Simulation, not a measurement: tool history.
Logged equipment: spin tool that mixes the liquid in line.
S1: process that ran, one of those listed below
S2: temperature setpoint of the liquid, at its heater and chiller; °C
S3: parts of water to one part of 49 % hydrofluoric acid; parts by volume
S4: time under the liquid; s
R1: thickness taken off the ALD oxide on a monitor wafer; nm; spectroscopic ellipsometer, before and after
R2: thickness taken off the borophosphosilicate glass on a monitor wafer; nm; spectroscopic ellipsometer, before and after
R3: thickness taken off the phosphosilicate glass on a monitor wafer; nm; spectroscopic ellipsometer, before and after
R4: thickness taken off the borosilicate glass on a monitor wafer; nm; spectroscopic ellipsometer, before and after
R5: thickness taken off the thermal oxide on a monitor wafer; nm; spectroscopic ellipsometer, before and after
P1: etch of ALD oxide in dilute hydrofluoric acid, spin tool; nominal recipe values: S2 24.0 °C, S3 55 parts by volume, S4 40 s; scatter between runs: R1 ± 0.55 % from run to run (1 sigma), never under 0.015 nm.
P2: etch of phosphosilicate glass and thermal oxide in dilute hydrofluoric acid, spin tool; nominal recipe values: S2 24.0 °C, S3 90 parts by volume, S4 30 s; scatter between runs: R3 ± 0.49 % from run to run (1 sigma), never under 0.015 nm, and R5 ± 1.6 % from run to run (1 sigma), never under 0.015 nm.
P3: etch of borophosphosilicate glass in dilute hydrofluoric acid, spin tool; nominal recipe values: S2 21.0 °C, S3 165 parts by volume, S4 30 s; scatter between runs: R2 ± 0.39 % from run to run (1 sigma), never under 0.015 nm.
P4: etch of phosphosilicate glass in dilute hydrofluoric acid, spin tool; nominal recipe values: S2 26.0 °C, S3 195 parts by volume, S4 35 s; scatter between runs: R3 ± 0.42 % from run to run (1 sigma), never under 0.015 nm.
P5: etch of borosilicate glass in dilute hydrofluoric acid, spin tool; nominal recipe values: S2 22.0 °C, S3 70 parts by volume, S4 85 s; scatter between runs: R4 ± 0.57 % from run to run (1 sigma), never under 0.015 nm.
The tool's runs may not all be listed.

| run | hour | S1 | S2 | S3 | S4 | R1 | R2 | R3 | R4 | R5 |
|---|---|---|---|---|---|---|---|---|---|---|
| 1 | 5.3 | P1 | 24.0 | 55 | 40 | 24.7930 |  |  |  |  |
| 2 | 14.0 | P3 | 21.0 | 70 | 30 |  | 18.0780 |  |  |  |
| 3 | 22.5 | P1 | 24.0 | 75 | 65 | 28.7050 |  |  |  |  |
| 4 | 27.1 | P4 | 26.0 | 195 | 35 |  |  | 17.7220 |  |  |
| 5 | 34.0 | P1 | 24.0 | 55 | 40 | 25.0070 |  |  |  |  |
| 6 | 40.7 | P5 | 22.0 | 70 | 85 |  |  |  | 32.084 |  |
| 7 | 47.0 | P3 | 21.0 | 165 | 15 |  | 3.4425 |  |  |  |
| 8 | 51.7 | P1 | 24.0 | 90 | 40 | 14.5700 |  |  |  |  |
| 9 | 57.5 | P5 | 22.0 | 120 | 85 |  |  |  | 17.694 |  |
| 10 | 63.5 | P3 | 21.0 | 165 | 30 |  | 6.8617 |  |  |  |
| 11 | 67.8 | P4 | 26.0 | 195 | 50 |  |  | 25.1600 |  |  |
| 12 | 73.8 | P1 | 24.0 | 55 | 80 | 49.7270 |  |  |  |  |
| 13 | 80.2 | P2 | 24.0 | 90 | 30 |  |  | 41.8210 |  | 1.63050 |
| 14 | 87.1 | P2 | 18.0 | 90 | 30 |  |  | 32.5450 |  | 1.26160 |
| 15 | 91.9 | P4 | 26.0 | 195 | 35 |  |  | 17.6380 |  |  |
| 16 | 99.1 | P1 | 24.0 | 20 | 40 | 71.6140 |  |  |  |  |
| 17 | 103.6 | P1 | 24.0 | 55 | 40 | 24.7120 |  |  |  |  |
| 18 | 111.8 | P1 | 18.5 | 95 | 40 | 10.9570 |  |  |  |  |
| 19 | 120.1 | P1 | 24.0 | 55 | 40 | 24.9810 |  |  |  |  |
| 20 | 127.2 | P1 | 30.5 | 55 | 40 | 32.3540 |  |  |  |  |
| 21 | 135.7 | P5 | 17.0 | 70 | 85 |  |  |  | 26.023 |  |
| 22 | 141.9 | P3 | 17.0 | 165 | 30 |  | 5.8779 |  |  |  |
| 23 | 146.0 | P2 | 24.0 | 35 | 30 |  |  | 116.6000 |  | 4.49240 |
| 24 | 151.4 | P1 | 24.0 | 55 | 15 | 9.3683 |  |  |  |  |
| 25 | 160.1 | P1 | 20.0 | 55 | 40 | 21.0630 |  |  |  |  |
| 26 | 167.2 | P3 | 21.0 | 165 | 30 |  | 6.9041 |  |  |  |
| 27 | 174.6 | P5 | 22.0 | 70 | 145 |  |  |  | 54.755 |  |
| 28 | 181.1 | P2 | 24.0 | 90 | 15 |  |  | 21.1440 |  | 0.84297 |
| 29 | 186.3 | P1 | 30.0 | 20 | 40 | 91.5810 |  |  |  |  |
| 30 | 190.1 | P4 | 26.0 | 360 | 35 |  |  | 8.0644 |  |  |
| 31 | 196.6 | P4 | 19.0 | 195 | 35 |  |  | 13.6220 |  |  |
| 32 | 202.6 | P1 | 24.0 | 55 | 40 | 24.9610 |  |  |  |  |
| 33 | 210.1 | P1 | 24.0 | 55 | 40 | 25.6790 |  |  |  |  |
| 34 | 217.1 | P1 | 24.0 | 55 | 40 | 26.3910 |  |  |  |  |
| 35 | 221.1 | P1 | 24.0 | 55 | 40 | 26.4900 |  |  |  |  |
| 36 | 228.5 | P1 | 24.0 | 55 | 40 | 26.4670 |  |  |  |  |
| 37 | 233.6 | P1 | 24.0 | 55 | 40 | 26.7850 |  |  |  |  |
| 38 | 240.5 | P1 | 24.0 | 55 | 40 | 26.8060 |  |  |  |  |
| 39 | 246.0 | P1 | 24.0 | 55 | 40 | 26.7840 |  |  |  |  |
| 40 | 253.0 | P1 | 24.0 | 55 | 40 | 26.8870 |  |  |  |  |
| 41 | 258.4 | P1 | 24.0 | 55 | 40 | 26.8000 |  |  |  |  |

The log shows P1 creeping away from where it was. Any of the 2 causes listed here, at the size stated for it, fits the log just as well as the others:
A: liquid hotter than its thermometer reads (K) = 1.93
B: hydrofluoric acid flow above the setpoint (%) = 7.58
The process output started creeping at around hour 202.6.

4 check runs are offered, one wafer each, their results left as question marks. Which one tells the causes apart?
| check 1 | 263.8 | P5 | 22.0 | 90 | 140 |  |  |  | ? |  |
| check 2 | 263.8 | P4 | 26.0 | 350 | 35 |  |  | ? |  |  |
| check 3 | 263.8 | P3 | 21.0 | 90 | 30 |  | ? |  |  |  |
| check 4 | 263.8 | P2 | 24.0 | 90 | 15 |  |  | ? |  | ? |

Check results expected under each cause:
| check | result | if A | if B |
|---|---|---|---|
| check 1 | R4 | 43.274 | 43.399 |
| check 2 | R3 | 8.9490 | 9.2640 |
| check 3 | R2 | 14.8680 | 14.8990 |
| check 4 | R3 | 22.6570 | 22.7620 |
| check 4 | R5 | 0.87512 | 0.87918 |
Gap, in per cent, between the two causes that each check separates least, read from the result that separates them most: check 1 0.29 %; check 2 3.46 %; check 3 0.2 %; check 4 0.46 %
Check 2 distinguishes between the causes, while the remaining checks would return nearly the same result for all of them.

Then check 2 was run and gave: R3 8.8971 nm. Which cause is it?

The cause is A: liquid hotter than its thermometer reads (K).
